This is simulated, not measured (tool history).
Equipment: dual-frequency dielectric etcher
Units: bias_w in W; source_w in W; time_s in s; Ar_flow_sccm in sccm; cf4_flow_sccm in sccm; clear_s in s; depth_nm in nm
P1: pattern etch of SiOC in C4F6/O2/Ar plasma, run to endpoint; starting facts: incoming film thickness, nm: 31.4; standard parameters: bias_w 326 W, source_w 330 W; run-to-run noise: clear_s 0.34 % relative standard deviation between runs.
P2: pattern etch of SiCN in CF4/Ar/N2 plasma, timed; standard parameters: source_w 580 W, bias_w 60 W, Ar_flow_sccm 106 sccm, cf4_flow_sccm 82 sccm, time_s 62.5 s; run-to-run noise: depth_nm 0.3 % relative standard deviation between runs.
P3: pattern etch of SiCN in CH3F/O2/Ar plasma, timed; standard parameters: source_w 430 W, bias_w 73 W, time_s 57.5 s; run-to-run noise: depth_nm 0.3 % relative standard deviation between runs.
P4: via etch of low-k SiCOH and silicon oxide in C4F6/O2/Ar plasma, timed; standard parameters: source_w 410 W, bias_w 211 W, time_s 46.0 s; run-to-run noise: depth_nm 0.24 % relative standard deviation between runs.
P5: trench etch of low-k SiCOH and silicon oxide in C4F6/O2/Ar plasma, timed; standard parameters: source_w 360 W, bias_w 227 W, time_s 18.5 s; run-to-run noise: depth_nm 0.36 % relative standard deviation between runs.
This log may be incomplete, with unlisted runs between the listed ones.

{"run": 1, "hour": 8.0, "process": "P1", "bias_w": 326, "source_w": 330, "clear_s": 13.437}
{"run": 2, "hour": 18.3, "process": "P4", "bias_w": 211, "source_w": 410, "time_s": 46.0, "depth_nm": 114.03}
{"run": 3, "hour": 23.8, "process": "P4", "bias_w": 211, "source_w": 410, "time_s": 25.5, "depth_nm": 63.674}
{"run": 4, "hour": 33.0, "process": "P1", "bias_w": 326, "source_w": 330, "clear_s": 13.552}
{"run": 5, "hour": 39.6, "process": "P3", "bias_w": 92, "source_w": 430, "time_s": 57.5, "depth_nm": 24.55}
{"run": 6, "hour": 48.7, "process": "P2", "bias_w": 60, "source_w": 580, "time_s": 62.5, "Ar_flow_sccm": 147, "cf4_flow_sccm": 82, "depth_nm": 61.29}
{"run": 7, "hour": 54.5, "process": "P5", "bias_w": 227, "source_w": 360, "time_s": 18.5, "depth_nm": 57.328}
{"run": 8, "hour": 64.5, "process": "P2", "bias_w": 48, "source_w": 580, "time_s": 62.5, "Ar_flow_sccm": 106, "cf4_flow_sccm": 82, "depth_nm": 60.177}
{"run": 9, "hour": 70.7, "process": "P1", "bias_w": 270, "source_w": 450, "clear_s": 12.84}
{"run": 10, "hour": 80.5, "process": "P1", "bias_w": 326, "source_w": 400, "clear_s": 12.548}
{"run": 11, "hour": 88.1, "process": "P1", "bias_w": 241, "source_w": 330, "clear_s": 14.978}
{"run": 12, "hour": 94.5, "process": "P5", "bias_w": 227, "source_w": 360, "time_s": 18.5, "depth_nm": 57.389}
{"run": 13, "hour": 105.0, "process": "P2", "bias_w": 60, "source_w": 580, "time_s": 34.5, "Ar_flow_sccm": 106, "cf4_flow_sccm": 82, "depth_nm": 35.838}
{"run": 14, "hour": 115.2, "process": "P5", "bias_w": 227, "source_w": 230, "time_s": 18.5, "depth_nm": 48.175}
{"run": 15, "hour": 126.8, "process": "P4", "bias_w": 211, "source_w": 260, "time_s": 46.0, "depth_nm": 96.312}
{"hour": 131.1, "done": "source power generator calibrated"}
{"run": 16, "hour": 134.8, "process": "P1", "bias_w": 420, "source_w": 330, "clear_s": 12.293}
{"run": 17, "hour": 142.8, "process": "P2", "bias_w": 60, "source_w": 580, "time_s": 62.5, "Ar_flow_sccm": 106, "cf4_flow_sccm": 82, "depth_nm": 64.572}
{"run": 18, "hour": 153.6, "process": "P1", "bias_w": 326, "source_w": 220, "clear_s": 15.726}
{"run": 19, "hour": 160.8, "process": "P2", "bias_w": 60, "source_w": 580, "time_s": 62.5, "Ar_flow_sccm": 106, "cf4_flow_sccm": 82, "depth_nm": 65.088}
{"run": 20, "hour": 169.5, "process": "P5", "bias_w": 161, "source_w": 360, "time_s": 18.5, "depth_nm": 51.401}
{"run": 21, "hour": 180.8, "process": "P2", "bias_w": 60, "source_w": 580, "time_s": 62.5, "Ar_flow_sccm": 106, "cf4_flow_sccm": 98, "depth_nm": 65.931}
{"run": 22, "hour": 188.0, "process": "P3", "bias_w": 73, "source_w": 430, "time_s": 72.5, "depth_nm": 28.476}
{"run": 23, "hour": 196.8, "process": "P1", "bias_w": 326, "source_w": 330, "clear_s": 13.464}
{"run": 24, "hour": 203.4, "process": "P5", "bias_w": 227, "source_w": 360, "time_s": 10.0, "depth_nm": 30.982}
{"run": 25, "hour": 209.4, "process": "P4", "bias_w": 170, "source_w": 410, "time_s": 46.0, "depth_nm": 107.05}
{"run": 26, "hour": 215.6, "process": "P3", "bias_w": 73, "source_w": 430, "time_s": 57.5, "depth_nm": 22.652}
{"hour": 218.1, "done": "bias power generator calibrated"}
{"run": 27, "hour": 220.9, "process": "P2", "bias_w": 60, "source_w": 810, "time_s": 62.5, "Ar_flow_sccm": 106, "cf4_flow_sccm": 82, "depth_nm": 86.924}
{"run": 28, "hour": 226.2, "process": "P1", "bias_w": 326, "source_w": 330, "clear_s": 13.455}
{"run": 29, "hour": 234.9, "process": "P1", "bias_w": 326, "source_w": 330, "clear_s": 13.511}
{"run": 30, "hour": 244.5, "process": "P3", "bias_w": 73, "source_w": 320, "time_s": 57.5, "depth_nm": 20.193}
{"run": 31, "hour": 252.1, "process": "P1", "bias_w": 326, "source_w": 330, "clear_s": 13.561}

Run 32 comes next. What will it give?
{"run": 32, "hour": 258.9, "process": "P1", "bias_w": 326, "source_w": 330, "clear_s": "?"}

Run 32 gave clear_s 13.398 s.
